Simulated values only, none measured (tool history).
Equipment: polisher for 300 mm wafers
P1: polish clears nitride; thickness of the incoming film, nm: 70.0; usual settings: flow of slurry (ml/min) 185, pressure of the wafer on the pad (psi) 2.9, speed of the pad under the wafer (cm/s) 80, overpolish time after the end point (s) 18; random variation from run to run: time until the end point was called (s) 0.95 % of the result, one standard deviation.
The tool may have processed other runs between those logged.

run,hour,flow of slurry (ml/min),pressure of the wafer on the pad (psi),speed of the pad under the wafer (cm/s),overpolish time after the end point (s),time until the end point was called (s)
1,15.2,185,2.9,80,18,87.225
2,29.5,185,2.9,80,18,84.155
3,40.8,185,1.3,80,18,194.18
4,48.2,110,2.9,80,26,94.715
5,55.9,185,2.9,80,18,84.836
6,66.1,185,2.9,36,18,191.6
7,74.3,260,2.9,80,18,82.51
8,84.2,185,2.9,80,18,85.339
9,101.4,185,2.9,80,26,87.778
10,116.5,185,2.9,110,18,62.466
11,131.4,185,3.9,80,18,63.116
12,140.3,185,2.9,80,18,85.514
# hour 146: head pressure recalibrated
13,149.3,185,2.9,80,5,87.52
14,162.2,140,4.3,80,18,61.277
15,172,110,2.9,80,18,95.086
16,186.4,185,2.9,80,18,86.502
17,199.6,185,2.9,80,18,84.746
18,215,185,2.9,80,18,88.913
19,225.7,185,2.9,80,18,89.298
20,238.8,185,2.9,80,18,90.784
21,253.3,185,2.9,80,18,91.003
22,263.3,185,2.9,80,18,91.893
# hour 272: head pressure recalibrated
23,274.6,185,2.9,80,18,93.536
24,286,185,2.9,80,18,93.533
25,298,185,2.9,80,18,92.009
26,308.1,185,2.9,80,18,93.412

Something has made what P1 gives creep away from where it was; the 2 causes below, each at its own stated size, fit the log equally well:
A: slurry flow missing at the pad, % = 37.5
B: removal rate lost through wear of the pad, % = 8.02
At approximately hour 199.6, the process output began to creep.
Why every other cause is out:
head's pressure below its setpoint, %: serviced at hour 272, after the change had begun; the process did not return to its earlier output

The 4 check runs listed below each average the results of 3 wafers, and their outcomes are marked with question marks. Under which run would the listed causes produce clearly different results?
check 1,318.2,115,2.9,80,6,?
check 2,318.2,185,2.9,62,5,?
check 3,318.2,185,1.3,36,18,?
check 4,318.2,185,3.5,54,18,?

Check results expected under each cause:
check,result,if A,if B
check 1,time until the end point was called (s),106.31,101.71
check 2,time until the end point was called (s),120.57,120.58
check 3,time until the end point was called (s),463.22,463.25
check 4,time until the end point was called (s),114.7,114.71
Separation of the two closest causes in each check, using whichever result separates them best: check 1 4.43 %; check 2 0.01 %; check 3 0.01 %; check 4 0.01 %
Check 1 tells the causes apart: in the others they would give nearly the same result.

Check 1 was then run and gave: time until the end point was called (s) 102.07. Which cause is it?

B is the cause: removal rate lost through wear of the pad, %.
